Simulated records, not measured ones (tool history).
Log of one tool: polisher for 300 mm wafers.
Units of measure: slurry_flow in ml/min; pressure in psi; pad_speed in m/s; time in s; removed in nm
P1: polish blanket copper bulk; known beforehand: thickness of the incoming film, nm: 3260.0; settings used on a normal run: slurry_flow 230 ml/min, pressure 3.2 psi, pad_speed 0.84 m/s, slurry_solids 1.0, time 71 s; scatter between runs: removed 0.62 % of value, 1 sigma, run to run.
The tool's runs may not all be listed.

| run | day | slurry_flow | pressure | pad_speed | slurry_solids | time | wafers polished on this pad | hours since the slurry nozzle was cleaned | hours since the head pressure was calibrated | hours since the slurry blender was calibrated | removed |
|---|---|---|---|---|---|---|---|---|---|---|---|
| 1 | 0.338 | 230 | 3.2 | 0.84 | 1.0 | 71 | 381 | 151.1 | 99.5 | 192.3 | 589.79 |
| 2 | 0.562 | 230 | 3.2 | 1.32 | 1.0 | 71 | 441 | 156.5 | 104.9 | 197.7 | 927.47 |
| 3 | 0.750 | 360 | 3.2 | 0.84 | 1.0 | 71 | 490 | 161.0 | 109.4 | 202.2 | 605.50 |
| 4 | 1.046 | 230 | 3.2 | 0.84 | 1.0 | 71 | 569 | 168.1 | 116.5 | 209.3 | 587.16 |
| 5 | 1.308 | 140 | 3.2 | 0.84 | 1.0 | 71 | 638 | 174.4 | 122.8 | 215.6 | 549.97 |
| 6 | 1.571 | 230 | 3.2 | 0.84 | 1.0 | 111 | 707 | 180.7 | 129.1 | 221.9 | 918.08 |
|  | 1.575 | head pressure recalibrated |
| 7 | 1.867 | 230 | 3.2 | 0.84 | 1.0 | 71 | 786 | 187.8 | 7.0 | 229.0 | 584.88 |
|  | 1.908 | slurry blender recalibrated |
| 8 | 2.212 | 230 | 4.5 | 0.84 | 1.0 | 71 | 877 | 196.1 | 15.3 | 7.4 | 828.97 |
| 9 | 2.500 | 230 | 3.2 | 0.84 | 1.0 | 71 | 953 | 203.0 | 22.2 | 14.3 | 584.49 |
|  | 2.542 | slurry nozzle cleaned |
| 10 | 2.688 | 230 | 3.2 | 0.84 | 1.0 | 71 | 1003 | 3.6 | 26.7 | 18.8 | 584.86 |
| 11 | 3.008 | 230 | 3.2 | 0.84 | 1.4 | 71 | 1087 | 11.3 | 34.4 | 26.5 | 630.46 |
| 12 | 3.346 | 230 | 2.4 | 0.84 | 1.0 | 71 | 1177 | 19.4 | 42.5 | 34.6 | 436.09 |
| 13 | 3.629 | 230 | 3.2 | 0.84 | 1.0 | 50 | 1252 | 26.2 | 49.3 | 41.4 | 411.68 |
| 14 | 3.858 | 230 | 3.2 | 0.84 | 0.5 | 71 | 1312 | 31.7 | 54.8 | 46.9 | 505.44 |
| 15 | 4.062 | 305 | 3.2 | 0.84 | 1.0 | 99 | 1366 | 36.6 | 59.7 | 51.8 | 841.04 |
| 16 | 4.300 | 230 | 3.2 | 0.84 | 1.0 | 71 | 1429 | 42.3 | 65.4 | 57.5 | 587.32 |
| 17 | 4.483 | 230 | 3.2 | 0.44 | 1.0 | 71 | 1477 | 46.7 | 69.8 | 61.9 | 305.72 |
| 18 | 4.725 | 230 | 3.2 | 0.84 | 1.0 | 71 | 1541 | 52.5 | 75.6 | 67.7 | 583.63 |
| 19 | 5.079 | 230 | 3.2 | 0.84 | 1.0 | 71 | 1635 | 61.0 | 84.1 | 76.2 | 575.62 |

Forecast run 20:
| 20 | 5.392 | 230 | 3.2 | 0.84 | 1.0 | 71 | 1718 | 68.5 | 91.6 | 83.7 | ? |

removed: 566.87 nm

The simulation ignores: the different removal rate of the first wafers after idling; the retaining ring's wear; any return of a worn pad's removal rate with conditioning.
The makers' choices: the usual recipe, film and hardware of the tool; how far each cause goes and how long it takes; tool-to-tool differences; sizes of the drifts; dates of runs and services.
